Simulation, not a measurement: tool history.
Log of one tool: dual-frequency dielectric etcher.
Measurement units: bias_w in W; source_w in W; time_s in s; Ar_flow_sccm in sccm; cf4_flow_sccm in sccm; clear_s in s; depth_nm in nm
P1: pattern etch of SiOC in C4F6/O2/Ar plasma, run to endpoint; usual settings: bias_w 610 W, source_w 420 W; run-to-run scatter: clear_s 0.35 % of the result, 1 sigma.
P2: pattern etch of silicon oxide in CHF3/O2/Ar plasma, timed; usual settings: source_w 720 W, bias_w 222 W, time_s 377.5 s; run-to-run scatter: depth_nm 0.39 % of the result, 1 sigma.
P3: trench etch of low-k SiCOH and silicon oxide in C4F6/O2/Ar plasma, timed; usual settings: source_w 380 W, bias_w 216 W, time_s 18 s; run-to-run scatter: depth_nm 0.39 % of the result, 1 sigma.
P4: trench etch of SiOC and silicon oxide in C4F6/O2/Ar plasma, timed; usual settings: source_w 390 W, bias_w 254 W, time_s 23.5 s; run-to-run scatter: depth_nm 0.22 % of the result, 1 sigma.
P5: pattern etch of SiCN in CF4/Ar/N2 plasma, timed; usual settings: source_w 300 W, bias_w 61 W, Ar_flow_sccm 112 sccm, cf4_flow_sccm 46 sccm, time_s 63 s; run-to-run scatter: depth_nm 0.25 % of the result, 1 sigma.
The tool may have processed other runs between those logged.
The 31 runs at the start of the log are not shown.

| run | hour | process | bias_w | source_w | time_s | Ar_flow_sccm | cf4_flow_sccm | clear_s | depth_nm |
|---|---|---|---|---|---|---|---|---|---|
| 32 | 230.7 | P5 | 61 | 300 | 63 | 112 | 33 |  | 31.272 |
| 33 | 237.8 | P3 | 216 | 380 | 10 |  |  |  | 32.957 |
| 34 | 242.9 | P1 | 610 | 420 |  |  |  | 15.948 |  |
| 35 | 252.1 | P1 | 610 | 420 |  |  |  | 16.047 |  |
| 36 | 257.7 | P1 | 610 | 420 |  |  |  | 16.141 |  |
| 37 | 267.7 | P1 | 610 | 420 |  |  |  | 16.21 |  |
| 38 | 273.4 | P1 | 610 | 420 |  |  |  | 16.117 |  |
| 39 | 279 | P1 | 610 | 420 |  |  |  | 16.222 |  |

The next listed run, before its measurement:
| 40 | 286.3 | P1 | 610 | 420 |  |  |  | ? |  |

For run 40 the tool returned clear_s 16.18 s.
